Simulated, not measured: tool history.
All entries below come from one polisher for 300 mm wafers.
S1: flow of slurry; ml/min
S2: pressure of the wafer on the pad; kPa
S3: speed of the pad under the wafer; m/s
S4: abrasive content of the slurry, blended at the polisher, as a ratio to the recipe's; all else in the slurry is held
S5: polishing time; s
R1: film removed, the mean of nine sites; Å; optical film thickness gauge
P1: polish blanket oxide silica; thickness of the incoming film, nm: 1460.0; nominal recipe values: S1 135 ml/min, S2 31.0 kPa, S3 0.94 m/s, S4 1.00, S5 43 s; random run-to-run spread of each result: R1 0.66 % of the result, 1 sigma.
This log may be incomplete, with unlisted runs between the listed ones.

Run 1, day 0.112: S1 135 ml/min, S2 31.0 kPa, S3 0.94 m/s, S4 1.00, S5 43 s. Result: R1 1234.50 Å.
Run 2, day 0.329: S1 135 ml/min, S2 42.1 kPa, S3 0.94 m/s, S4 1.00, S5 23 s. Result: R1 895.78 Å.
Run 3, day 0.429: S1 135 ml/min, S2 31.0 kPa, S3 0.94 m/s, S4 1.00, S5 62 s. Result: R1 1807.40 Å.
Run 4, day 0.612: S1 80 ml/min, S2 31.0 kPa, S3 0.94 m/s, S4 1.00, S5 43 s. Result: R1 1089.40 Å.
Run 5, day 0.804: S1 210 ml/min, S2 31.0 kPa, S3 0.94 m/s, S4 1.00, S5 43 s. Result: R1 1341.60 Å.
Run 6, day 0.954: S1 135 ml/min, S2 31.0 kPa, S3 0.94 m/s, S4 1.00, S5 43 s. Result: R1 1240.10 Å.
Run 7, day 1.075: S1 90 ml/min, S2 31.0 kPa, S3 0.56 m/s, S4 1.00, S5 43 s. Result: R1 743.24 Å.
Run 8, day 1.267: S1 135 ml/min, S2 20.0 kPa, S3 0.94 m/s, S4 1.00, S5 43 s. Result: R1 798.06 Å.
Run 9, day 1.396: S1 135 ml/min, S2 31.0 kPa, S3 0.94 m/s, S4 1.00, S5 43 s. Result: R1 1240.90 Å.
Run 10, day 1.608: S1 135 ml/min, S2 31.0 kPa, S3 0.42 m/s, S4 1.00, S5 43 s. Result: R1 643.99 Å.
Run 11, day 1.754: S1 135 ml/min, S2 31.0 kPa, S3 0.94 m/s, S4 1.00, S5 43 s. Result: R1 1229.90 Å.
Run 12, day 1.875: S1 135 ml/min, S2 31.0 kPa, S3 0.94 m/s, S4 0.55, S5 43 s. Result: R1 898.16 Å.
Run 13, day 2.054: S1 135 ml/min, S2 31.0 kPa, S3 1.32 m/s, S4 1.00, S5 43 s. Result: R1 1625.40 Å.
Run 14, day 2.212: S1 135 ml/min, S2 31.0 kPa, S3 0.94 m/s, S4 1.00, S5 43 s. Result: R1 1237.90 Å.
Run 15, day 2.408: S1 135 ml/min, S2 31.0 kPa, S3 0.94 m/s, S4 1.00, S5 23 s. Result: R1 665.18 Å.
Run 16, day 2.579: S1 135 ml/min, S2 31.0 kPa, S3 0.94 m/s, S4 1.35, S5 43 s. Result: R1 1402.50 Å.
Run 17, day 2.750: S1 135 ml/min, S2 47.6 kPa, S3 0.94 m/s, S4 1.00, S5 43 s. Result: R1 1898.60 Å.
Run 18, day 2.846: S1 135 ml/min, S2 31.0 kPa, S3 0.94 m/s, S4 1.40, S5 32 s. Result: R1 1054.50 Å.
Run 19, day 2.958: S1 135 ml/min, S2 31.0 kPa, S3 0.94 m/s, S4 1.00, S5 43 s. Result: R1 1244.80 Å.
Run 20, day 3.088: S1 135 ml/min, S2 31.0 kPa, S3 0.94 m/s, S4 1.00, S5 43 s. Result: R1 1235.10 Å.
Run 21, day 3.288: S1 135 ml/min, S2 31.0 kPa, S3 0.94 m/s, S4 1.00, S5 43 s. Result: R1 1173.60 Å.
Run 22, day 3.421: S1 135 ml/min, S2 31.0 kPa, S3 0.94 m/s, S4 1.00, S5 43 s. Result: R1 1154.60 Å.
Run 23, day 3.533: S1 135 ml/min, S2 31.0 kPa, S3 0.94 m/s, S4 1.00, S5 43 s. Result: R1 1138.00 Å.
At day 3.642: slurry nozzle cleaned.
At day 3.675: conditioning disc replaced and pad reconditioned.
At day 3.712: worn pad replaced by a new one.
Run 24, day 3.733: S1 135 ml/min, S2 31.0 kPa, S3 0.94 m/s, S4 1.00, S5 43 s. Result: R1 1138.80 Å.
Run 25, day 3.858: S1 135 ml/min, S2 31.0 kPa, S3 0.94 m/s, S4 1.00, S5 43 s. Result: R1 1128.90 Å.
Run 26, day 3.988: S1 135 ml/min, S2 31.0 kPa, S3 0.94 m/s, S4 1.00, S5 43 s. Result: R1 1118.00 Å.

P1 has crept away from where it was. The log is fitted equally well by each of these 2 causes, at the sizes shown:
A: abrasive missing from the slurry, % = 18.1
B: head's pressure below its setpoint, % = 9.14
The gradual shift began around day 3.088.
Excluded causes, each with its reason:
removal rate lost through wear of the pad, %: was serviced at day 3.712, once the creep was under way, yet the earlier output never came back
slurry flow missing at the pad, %: was serviced at day 3.642, once the creep was under way, yet the earlier output never came back
time polished since the conditioner stopped cutting, s: was serviced at day 3.675, once the creep was under way, yet the earlier output never came back

The 4 check runs listed below each average the results of 5 wafers, and their outcomes are marked with question marks. Under which run would the listed causes produce clearly different results?
Run check 1, day 4.117: S1 80 ml/min, S2 31.0 kPa, S3 0.48 m/s, S4 1.00, S5 43 s. Result: R1 ?.
Run check 2, day 4.117: S1 195 ml/min, S2 31.0 kPa, S3 0.94 m/s, S4 1.00, S5 43 s. Result: R1 ?.
Run check 3, day 4.117: S1 135 ml/min, S2 31.0 kPa, S3 0.42 m/s, S4 1.00, S5 43 s. Result: R1 ?.
Run check 4, day 4.117: S1 135 ml/min, S2 39.3 kPa, S3 0.94 m/s, S4 0.60, S5 43 s. Result: R1 ?.

How each check would come out, cause by cause:
  check  result     if A     if B
check 1      R1   579.88   579.81
check 2      R1  1194.60  1194.50
check 3      R1   591.20   591.13
check 4      R1  1067.60  1094.70
Separation of the two closest causes in each check, using whichever result separates them best: check 1 0.01 %; check 2 0.01 %; check 3 0.01 %; check 4 2.5 %
Check 4 is the one run that separates the causes; every other check would come out nearly the same whichever cause is at work.

Check 4 has now been run. It gave: R1 1070.80 Å. Which of the candidate causes is it?

It is A: abrasive missing from the slurry, %.
